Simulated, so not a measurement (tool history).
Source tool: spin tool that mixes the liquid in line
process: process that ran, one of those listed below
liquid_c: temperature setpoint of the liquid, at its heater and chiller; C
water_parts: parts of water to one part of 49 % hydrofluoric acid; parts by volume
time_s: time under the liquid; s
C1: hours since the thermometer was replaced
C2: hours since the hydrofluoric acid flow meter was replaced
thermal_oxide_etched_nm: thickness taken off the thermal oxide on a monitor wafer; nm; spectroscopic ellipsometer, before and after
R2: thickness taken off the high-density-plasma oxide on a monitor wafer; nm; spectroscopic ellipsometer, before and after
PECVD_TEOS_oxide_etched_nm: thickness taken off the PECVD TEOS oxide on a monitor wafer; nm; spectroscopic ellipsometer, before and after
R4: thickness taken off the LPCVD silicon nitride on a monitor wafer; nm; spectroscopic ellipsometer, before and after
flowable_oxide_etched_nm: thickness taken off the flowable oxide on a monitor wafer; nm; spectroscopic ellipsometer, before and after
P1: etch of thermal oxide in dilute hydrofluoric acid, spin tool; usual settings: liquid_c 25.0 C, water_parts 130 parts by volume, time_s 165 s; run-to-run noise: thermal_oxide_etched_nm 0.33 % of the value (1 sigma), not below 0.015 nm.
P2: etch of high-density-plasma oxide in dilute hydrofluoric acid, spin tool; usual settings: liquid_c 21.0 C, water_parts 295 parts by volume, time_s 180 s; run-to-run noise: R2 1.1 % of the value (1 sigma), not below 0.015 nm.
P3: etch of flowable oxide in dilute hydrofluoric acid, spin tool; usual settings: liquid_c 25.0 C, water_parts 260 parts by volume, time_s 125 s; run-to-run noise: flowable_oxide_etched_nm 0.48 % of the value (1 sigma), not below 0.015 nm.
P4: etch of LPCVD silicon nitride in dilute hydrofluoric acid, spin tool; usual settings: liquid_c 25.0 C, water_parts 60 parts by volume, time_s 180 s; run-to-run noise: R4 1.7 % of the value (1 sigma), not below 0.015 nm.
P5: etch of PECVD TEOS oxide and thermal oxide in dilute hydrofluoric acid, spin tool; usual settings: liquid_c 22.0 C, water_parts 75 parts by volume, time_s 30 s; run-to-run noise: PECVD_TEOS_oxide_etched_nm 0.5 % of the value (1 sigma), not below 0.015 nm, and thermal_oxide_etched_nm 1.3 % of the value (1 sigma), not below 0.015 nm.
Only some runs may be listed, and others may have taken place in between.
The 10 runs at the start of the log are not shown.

run 11 hour=67.4 | process=P1 liquid_c=25.0 water_parts=130 time_s=330 | C1=605.3 C2=26.8 | thermal_oxide_etched_nm=12.60000
run 12 hour=71.7 | process=P3 liquid_c=25.0 water_parts=260 time_s=30 | C1=609.6 C2=31.1 | flowable_oxide_etched_nm=6.1285
run 13 hour=78.1 | process=P1 liquid_c=25.0 water_parts=45 time_s=165 | C1=616.0 C2=37.5 | thermal_oxide_etched_nm=20.30800
run 14 hour=83.8 | process=P5 liquid_c=27.0 water_parts=75 time_s=30 | C1=621.7 C2=43.2 | thermal_oxide_etched_nm=2.12610 PECVD_TEOS_oxide_etched_nm=5.1717
run 15 hour=87.8 | process=P1 liquid_c=29.0 water_parts=130 time_s=165 | C1=625.7 C2=47.2 | thermal_oxide_etched_nm=7.32240
run 16 hour=92.3 | process=P4 liquid_c=25.0 water_parts=60 time_s=30 | C1=630.2 C2=51.7 | R4=0.28515
run 17 hour=96.6 | process=P4 liquid_c=32.5 water_parts=60 time_s=180 | C1=634.5 C2=56.0 | R4=2.74170
run 18 hour=101.5 | process=P4 liquid_c=25.0 water_parts=20 time_s=180 | C1=639.4 C2=60.9 | R4=4.88260
run 19 hour=109.8 | process=P5 liquid_c=22.0 water_parts=75 time_s=30 | C1=647.7 C2=69.2 | thermal_oxide_etched_nm=1.73830 PECVD_TEOS_oxide_etched_nm=4.2939
run 20 hour=115.8 | process=P2 liquid_c=27.5 water_parts=295 time_s=180 | C1=653.7 C2=75.2 | R2=2.80430
run 21 hour=122.1 | process=P3 liquid_c=25.0 water_parts=260 time_s=125 | C1=660.0 C2=81.5 | flowable_oxide_etched_nm=25.6500
run 22 hour=129.1 | process=P1 liquid_c=18.5 water_parts=130 time_s=65 | C1=667.0 C2=88.5 | thermal_oxide_etched_nm=1.95360

Predict the results of run 23:
run 23 hour=136.9 | process=P1 liquid_c=21.0 water_parts=60 time_s=165 | C1=674.8 C2=96.3 | thermal_oxide_etched_nm=?

{"run 23": {"thermal_oxide_etched_nm": 12.632}}
